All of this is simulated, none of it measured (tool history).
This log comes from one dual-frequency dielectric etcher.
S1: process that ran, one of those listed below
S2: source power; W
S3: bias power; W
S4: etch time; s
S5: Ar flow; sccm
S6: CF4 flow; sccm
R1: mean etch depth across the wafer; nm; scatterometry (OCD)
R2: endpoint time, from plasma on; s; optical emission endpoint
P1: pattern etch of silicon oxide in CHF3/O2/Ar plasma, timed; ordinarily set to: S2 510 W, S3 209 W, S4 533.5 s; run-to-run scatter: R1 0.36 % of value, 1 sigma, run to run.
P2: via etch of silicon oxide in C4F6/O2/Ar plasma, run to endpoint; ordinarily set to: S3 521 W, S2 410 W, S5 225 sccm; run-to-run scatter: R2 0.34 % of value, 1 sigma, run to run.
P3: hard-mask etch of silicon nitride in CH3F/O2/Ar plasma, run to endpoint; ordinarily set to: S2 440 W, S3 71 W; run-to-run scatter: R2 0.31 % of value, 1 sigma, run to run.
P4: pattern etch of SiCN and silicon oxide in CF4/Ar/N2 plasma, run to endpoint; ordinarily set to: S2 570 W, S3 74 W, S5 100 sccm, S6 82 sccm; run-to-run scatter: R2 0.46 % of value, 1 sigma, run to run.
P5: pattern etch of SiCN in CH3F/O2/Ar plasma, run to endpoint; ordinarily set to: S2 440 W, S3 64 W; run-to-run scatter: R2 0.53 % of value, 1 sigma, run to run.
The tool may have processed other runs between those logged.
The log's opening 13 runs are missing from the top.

run     day  S1   S2   S3     S4   S5  S6      R1      R2
 14   7.079  P5  440   64                          16.113
 15   7.738  P4  570  104         100  82          6.9265
 16   8.096  P1  700  209  533.5           1216.8
 17   8.483  P1  510  209  533.5             1076
 18   8.896  P1  510  133  533.5           934.21
 19   9.575  P1  510  209  533.5           1079.1
 20  10.229  P1  510  209  533.5             1082
 21  10.908  P4  570   74          82  82          7.4559
 22  11.288  P5  520   64                          15.104
 23  11.917  P4  720   74         100  82          6.2601
 24  12.508  P1  360  209  533.5           948.12
 25  13.058  P2  410  390         225              40.683
 26   13.55  P5  440   64                          16.144
 27  14.029  P1  510  286  533.5           1204.5
 28  14.383  P4  570   74         100  65          8.0086
 29  14.838  P3  580   71                          39.226
 30  15.375  P1  510  209    310           628.37

Forecast run 31:
 31  15.975  P3  440  98                   ?

Logged for run 31: R2 38.991 s.

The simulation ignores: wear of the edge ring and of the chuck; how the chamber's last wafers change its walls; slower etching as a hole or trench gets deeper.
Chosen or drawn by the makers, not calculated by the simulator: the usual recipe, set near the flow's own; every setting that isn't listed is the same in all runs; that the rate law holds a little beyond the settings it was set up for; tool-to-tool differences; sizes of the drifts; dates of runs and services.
